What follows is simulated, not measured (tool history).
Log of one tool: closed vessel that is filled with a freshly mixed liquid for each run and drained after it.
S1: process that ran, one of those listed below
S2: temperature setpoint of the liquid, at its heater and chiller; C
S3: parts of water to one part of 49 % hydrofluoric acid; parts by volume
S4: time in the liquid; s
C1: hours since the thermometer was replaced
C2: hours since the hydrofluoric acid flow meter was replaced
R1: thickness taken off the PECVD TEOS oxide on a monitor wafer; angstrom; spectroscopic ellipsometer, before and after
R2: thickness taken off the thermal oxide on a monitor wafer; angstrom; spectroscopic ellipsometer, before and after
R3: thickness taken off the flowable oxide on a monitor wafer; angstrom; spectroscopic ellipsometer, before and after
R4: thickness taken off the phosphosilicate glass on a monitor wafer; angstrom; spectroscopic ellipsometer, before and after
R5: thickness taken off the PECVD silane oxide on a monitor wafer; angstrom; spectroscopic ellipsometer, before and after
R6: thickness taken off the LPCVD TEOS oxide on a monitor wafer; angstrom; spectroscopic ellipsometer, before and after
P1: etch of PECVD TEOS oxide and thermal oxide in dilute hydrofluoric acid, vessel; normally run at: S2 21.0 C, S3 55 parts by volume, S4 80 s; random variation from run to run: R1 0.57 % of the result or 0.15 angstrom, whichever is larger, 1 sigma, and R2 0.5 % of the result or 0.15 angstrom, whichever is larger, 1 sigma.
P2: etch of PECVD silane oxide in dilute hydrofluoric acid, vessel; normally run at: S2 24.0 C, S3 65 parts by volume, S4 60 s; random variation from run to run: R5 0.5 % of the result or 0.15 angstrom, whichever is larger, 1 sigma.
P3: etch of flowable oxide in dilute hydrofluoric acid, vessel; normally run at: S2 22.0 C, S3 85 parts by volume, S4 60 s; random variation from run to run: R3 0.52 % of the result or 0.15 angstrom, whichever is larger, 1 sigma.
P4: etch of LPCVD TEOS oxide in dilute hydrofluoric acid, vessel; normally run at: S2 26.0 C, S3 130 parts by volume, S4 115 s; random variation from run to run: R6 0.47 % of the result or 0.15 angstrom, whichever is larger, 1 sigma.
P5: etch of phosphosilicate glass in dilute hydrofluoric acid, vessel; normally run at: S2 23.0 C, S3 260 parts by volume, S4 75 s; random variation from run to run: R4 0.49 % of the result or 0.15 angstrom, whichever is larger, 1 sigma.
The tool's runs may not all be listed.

run	hour	S1	S2	S3	S4	C1	C2	R1	R2	R3	R4	R5	R6
1	7.3	P1	21.0	55	80	2057.4	298.5	264.140	62.735				
2	20.0	P1	21.0	20	115	2070.1	311.2	1106.100	261.630				
3	26.3	P1	21.0	55	80	2076.4	317.5	268.330	62.882				
4	38.1	P3	17.0	85	60	2088.2	329.3			179.80			
5	51.2	P5	30.5	260	75	2101.3	342.4				361.06		
6	58.4	P1	21.0	55	80	2108.5	349.6	268.730	62.885				
7	68.2	P2	24.0	105	60	2118.3	359.4					160.56	
8	78.9	P1	21.0	55	80	2129.0	370.1	265.080	62.945				
9	91.3	P3	22.0	85	60	2141.4	382.5			222.04			
10	100.5	P4	26.0	130	215	2150.6	391.7						342.58
11	110.0	P1	25.0	55	80	2160.1	401.2	315.870	75.329				
12	123.0	P4	26.0	55	115	2173.1	414.2						480.92
13	131.0	P4	26.0	130	115	2181.1	422.2						186.12
14	143.7	P1	21.0	55	145	2193.8	434.9	484.400	113.690				
15	155.3	P3	22.0	150	60	2205.4	446.5			116.24			
16	164.0	P1	21.0	55	30	2214.1	455.2	100.130	23.637				
17	173.9	P3	22.0	85	60	2224.0	465.1			220.76			
18	180.1	P2	24.0	65	60	2230.2	471.3					276.30	
19	188.0	P5	23.0	410	75	2238.1	479.2				154.90		
20	194.5	P1	21.0	75	80	2244.6	485.7	192.120	45.135				
21	202.6	P5	23.0	260	75	2252.7	493.8				278.84		
22	209.4	P1	17.0	55	80	2259.5	500.6	225.850	53.444				
23	219.1	P2	30.5	65	60	2269.2	510.3					357.83	
24	228.2	P5	23.0	260	30	2278.3	519.4				111.68		
25	236.6	P2	24.0	65	35	2286.7	527.8					160.82	
26	247.9	P1	21.0	55	80	2298.0	539.1	267.480	62.881				
27	253.9	P1	21.0	20	80	2304.0	545.1	764.990	181.350				
28	263.1	P2	24.0	65	60	2313.2	554.3					274.44	
29	275.2	P3	22.0	85	30	2325.3	566.4			110.14			
30	286.3	P1	21.0	55	80	2336.4	577.5	267.160	63.050				
31	299.2	P4	26.0	130	115	2349.3	590.4						184.72
32	307.7	P1	17.0	55	30	2357.8	598.9	84.705	20.235				
33	315.8	P4	18.5	130	115	2365.9	607.0						136.91
34	322.7	P1	21.0	55	80	2372.8	613.9	266.110	62.864				
35	330.4	P1	21.0	55	80	2380.5	621.6	259.990	60.481				

Forecast run 36:
36	339.3	P1	21.0	55	80	2389.4	630.5	?	?				

Run 36 gave R1 253.740 angstrom, R2 59.246 angstrom.
